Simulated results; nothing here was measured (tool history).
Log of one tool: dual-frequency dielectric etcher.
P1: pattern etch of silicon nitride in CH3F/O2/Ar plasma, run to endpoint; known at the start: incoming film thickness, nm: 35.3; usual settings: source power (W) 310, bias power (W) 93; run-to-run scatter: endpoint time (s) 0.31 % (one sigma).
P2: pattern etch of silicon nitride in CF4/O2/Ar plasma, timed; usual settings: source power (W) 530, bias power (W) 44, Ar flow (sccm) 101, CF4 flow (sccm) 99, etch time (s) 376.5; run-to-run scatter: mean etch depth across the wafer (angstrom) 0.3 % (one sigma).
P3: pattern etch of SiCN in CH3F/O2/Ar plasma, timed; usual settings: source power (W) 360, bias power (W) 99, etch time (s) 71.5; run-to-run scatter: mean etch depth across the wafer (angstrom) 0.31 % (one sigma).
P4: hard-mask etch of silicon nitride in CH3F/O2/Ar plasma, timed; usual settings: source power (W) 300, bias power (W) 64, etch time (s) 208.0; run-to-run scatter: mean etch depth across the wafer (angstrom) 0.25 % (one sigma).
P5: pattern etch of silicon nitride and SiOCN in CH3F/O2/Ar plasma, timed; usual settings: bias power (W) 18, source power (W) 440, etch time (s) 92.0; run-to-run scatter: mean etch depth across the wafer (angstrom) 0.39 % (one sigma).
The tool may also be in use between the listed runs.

run   hour  process that ran  source power (W)  bias power (W)  etch time (s)  Ar flow (sccm)  CF4 flow (sccm)  hours since the last wet clean  hours since the last source power generator calibration  hours since the last bias power generator calibration  endpoint time (s)  mean etch depth across the wafer (angstrom)
  1    1.9                P1               310              93                                                                           292.9                                                    707.6                                                  689.0             50.897
  2    6.0                P4               300              64          114.5                                                            297.0                                                    711.7                                                  693.1                                                          710.59
  3    7.8                P2               530              44          458.0             101               99                           298.8                                                    713.5                                                  694.9                                                         9008.30
  4   10.3                P1               380              93                                                                           301.3                                                    716.0                                                  697.4             47.644
  5   14.1                P4               400              64          208.0                                                            305.1                                                    719.8                                                  701.2                                                         1434.40
  6   16.8                P3               360              77           71.5                                                            307.8                                                    722.5                                                  703.9                                                          258.44
  7   19.5                P3               360              99           39.5                                                            310.5                                                    725.2                                                  706.6                                                          157.48
  8   22.7                P2               530              44          376.5             101               99                           313.7                                                    728.4                                                  709.8                                                         7365.70
  9   26.7                P1               310              93                                                                           317.7                                                    732.4                                                  713.8             51.174
 10   30.4                P5               440              14           92.0                                                            321.4                                                    736.1                                                  717.5                                                          103.49
 11   33.5                P1               310              93                                                                           324.5                                                    739.2                                                  720.6             51.103
 12   35.8                P1               190              58                                                                           326.8                                                    741.5                                                  722.9             72.182
 13   38.4                P5               440              18           58.5                                                            329.4                                                    744.1                                                  725.5                                                           72.87
 14   41.8                P5               610              18           92.0                                                            332.8                                                    747.5                                                  728.9                                                          129.19
 15   44.8                P1               190              93                                                                           335.8                                                    750.5                                                  731.9             61.058
 16   47.3                P5               440              18           92.0                                                            338.3                                                    753.0                                                  734.4                                                          114.75
 17   51.3                P2               530              52          376.5             101               99                           342.3                                                    757.0                                                  738.4                                                         7819.30
 18   54.2                P3               360              99           71.5                                                            345.2                                                    759.9                                                  741.3                                                          283.41
 19   57.0                P1               430              68                                                                           348.0                                                    762.7                                                  744.1             50.225
 20   60.4                P4               300              83          208.0                                                            351.4                                                    766.1                                                  747.5                                                         1413.90
 21   64.1                P2               530              44          376.5              82               99                           355.1                                                    769.8                                                  751.2                                                         7543.10
 22   66.8                P1               310             122                                                                           357.8                                                    772.5                                                  753.9             46.114
 23   69.8                P4               300              64          208.0                                                            360.8                                                    775.5                                                  756.9                                                         1288.00
      70.0  -- source power generator calibrated
 24   71.9                P5               440              18           92.0                                                            362.9                                                      2.0                                                  759.0                                                          115.34
 25   75.9                P1               430             118                                                                           366.9                                                      6.0                                                  763.0             41.466
 26   78.0                P1               310              93                                                                           369.0                                                      8.1                                                  765.1             51.020
 27   80.0                P2               530              44          376.5             101               62                           371.0                                                     10.1                                                  767.1                                                         6890.20
 28   82.6                P2               330              44          376.5             101               99                           373.6                                                     12.7                                                  769.7                                                         4857.90
 29   85.6                P1               310              93                                                                           376.6                                                     15.7                                                  772.7             50.828
 30   87.9                P1               310              70                                                                           378.9                                                     18.0                                                  775.0             56.270
 31   90.0                P3               250              99           71.5                                                            381.0                                                     20.1                                                  777.1                                                          247.43
 32   93.2                P1               310              93                                                                           384.2                                                     23.3                                                  780.3             51.082
 33   95.5                P1               310              93                                                                           386.5                                                     25.6                                                  782.6             51.236
 34   97.5                P1               310              93                                                                           388.5                                                     27.6                                                  784.6             51.237
 35   99.7                P1               310              93                                                                           390.7                                                     29.8                                                  786.8             51.518
 36  101.6                P1               310              93                                                                           392.6                                                     31.7                                                  788.7             51.942
 37  104.7                P1               310              93                                                                           395.7                                                     34.8                                                  791.8             51.917
     106.2  -- wet clean of the chamber
 38  107.6                P1               310              93                                                                             1.5                                                     37.7                                                  794.7             51.751
 39  109.9                P1               310              93                                                                             3.8                                                     40.0                                                  797.0             52.165
 40  113.3                P1               310              93                                                                             7.2                                                     43.4                                                  800.4             51.992
 41  115.1                P1               310              93                                                                             9.0                                                     45.2                                                  802.2             52.047

Forecast run 42:
 42  118.1                P1               310              93                                                                            12.0                                                     48.2                                                  805.2                  ?

endpoint time (s): 51.926
